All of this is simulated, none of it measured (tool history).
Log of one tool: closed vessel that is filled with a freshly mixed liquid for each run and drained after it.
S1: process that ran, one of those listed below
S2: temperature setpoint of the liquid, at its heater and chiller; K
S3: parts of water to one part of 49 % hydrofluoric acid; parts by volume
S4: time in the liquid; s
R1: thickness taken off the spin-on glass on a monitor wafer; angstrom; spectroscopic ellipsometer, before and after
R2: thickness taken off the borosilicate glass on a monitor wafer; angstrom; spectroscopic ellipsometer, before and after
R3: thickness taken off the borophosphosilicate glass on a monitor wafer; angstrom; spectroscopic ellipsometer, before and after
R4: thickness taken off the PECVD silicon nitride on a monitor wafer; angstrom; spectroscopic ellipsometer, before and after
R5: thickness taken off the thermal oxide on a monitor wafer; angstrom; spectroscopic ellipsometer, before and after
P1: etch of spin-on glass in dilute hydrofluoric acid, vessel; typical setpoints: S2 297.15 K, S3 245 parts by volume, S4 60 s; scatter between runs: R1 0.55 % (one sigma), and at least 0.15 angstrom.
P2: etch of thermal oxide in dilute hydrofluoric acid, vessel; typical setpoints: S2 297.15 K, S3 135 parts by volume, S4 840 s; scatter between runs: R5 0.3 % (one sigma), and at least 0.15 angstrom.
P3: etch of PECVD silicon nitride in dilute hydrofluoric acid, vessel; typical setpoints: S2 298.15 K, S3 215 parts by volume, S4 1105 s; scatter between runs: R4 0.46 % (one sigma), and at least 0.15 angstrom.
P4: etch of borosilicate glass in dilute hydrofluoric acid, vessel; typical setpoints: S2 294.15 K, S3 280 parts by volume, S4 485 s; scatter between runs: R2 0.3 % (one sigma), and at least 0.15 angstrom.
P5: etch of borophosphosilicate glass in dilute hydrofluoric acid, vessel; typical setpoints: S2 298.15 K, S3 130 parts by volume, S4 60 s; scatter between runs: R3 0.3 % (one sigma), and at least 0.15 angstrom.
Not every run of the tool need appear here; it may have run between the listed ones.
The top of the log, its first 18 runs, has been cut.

{"run": 19, "hour": 234.7, "S1": "P1", "S2": 303.15, "S3": 245, "S4": 60, "R1": 101.63}
{"run": 20, "hour": 244.0, "S1": "P1", "S2": 297.15, "S3": 425, "S4": 60, "R1": 39.802}
{"run": 21, "hour": 256.3, "S1": "P2", "S2": 297.15, "S3": 135, "S4": 405, "R5": 141.39}
{"hour": 256.9, "done": "thermometer replaced"}
{"run": 22, "hour": 267.8, "S1": "P2", "S2": 297.15, "S3": 25, "S4": 840, "R5": 1822.5}
{"run": 23, "hour": 281.7, "S1": "P5", "S2": 298.15, "S3": 130, "S4": 120, "R3": 662.88}
{"run": 24, "hour": 290.4, "S1": "P1", "S2": 290.15, "S3": 245, "S4": 30, "R1": 31.921}
{"run": 25, "hour": 298.8, "S1": "P1", "S2": 297.15, "S3": 245, "S4": 60, "R1": 83.113}
{"run": 26, "hour": 310.7, "S1": "P2", "S2": 305.15, "S3": 135, "S4": 840, "R5": 394.46}
{"run": 27, "hour": 325.4, "S1": "P3", "S2": 306.15, "S3": 215, "S4": 1105, "R4": 437.45}
{"run": 28, "hour": 338.3, "S1": "P2", "S2": 297.15, "S3": 135, "S4": 840, "R5": 294.56}
{"run": 29, "hour": 353.8, "S1": "P1", "S2": 290.15, "S3": 245, "S4": 60, "R1": 63.545}
{"run": 30, "hour": 369.6, "S1": "P3", "S2": 298.15, "S3": 215, "S4": 1105, "R4": 270.83}
{"run": 31, "hour": 377.7, "S1": "P1", "S2": 297.15, "S3": 245, "S4": 30, "R1": 41.098}
{"run": 32, "hour": 390.8, "S1": "P3", "S2": 298.15, "S3": 370, "S4": 1105, "R4": 157.57}
{"run": 33, "hour": 405.7, "S1": "P5", "S2": 298.15, "S3": 130, "S4": 60, "R3": 332.65}

Estimate the outcome of run 34 from the log above:
{"run": 34, "hour": 414.6, "S1": "P1", "S2": 297.15, "S3": 245, "S4": 60, "R1": "?"}

R1: 82.543 angstrom
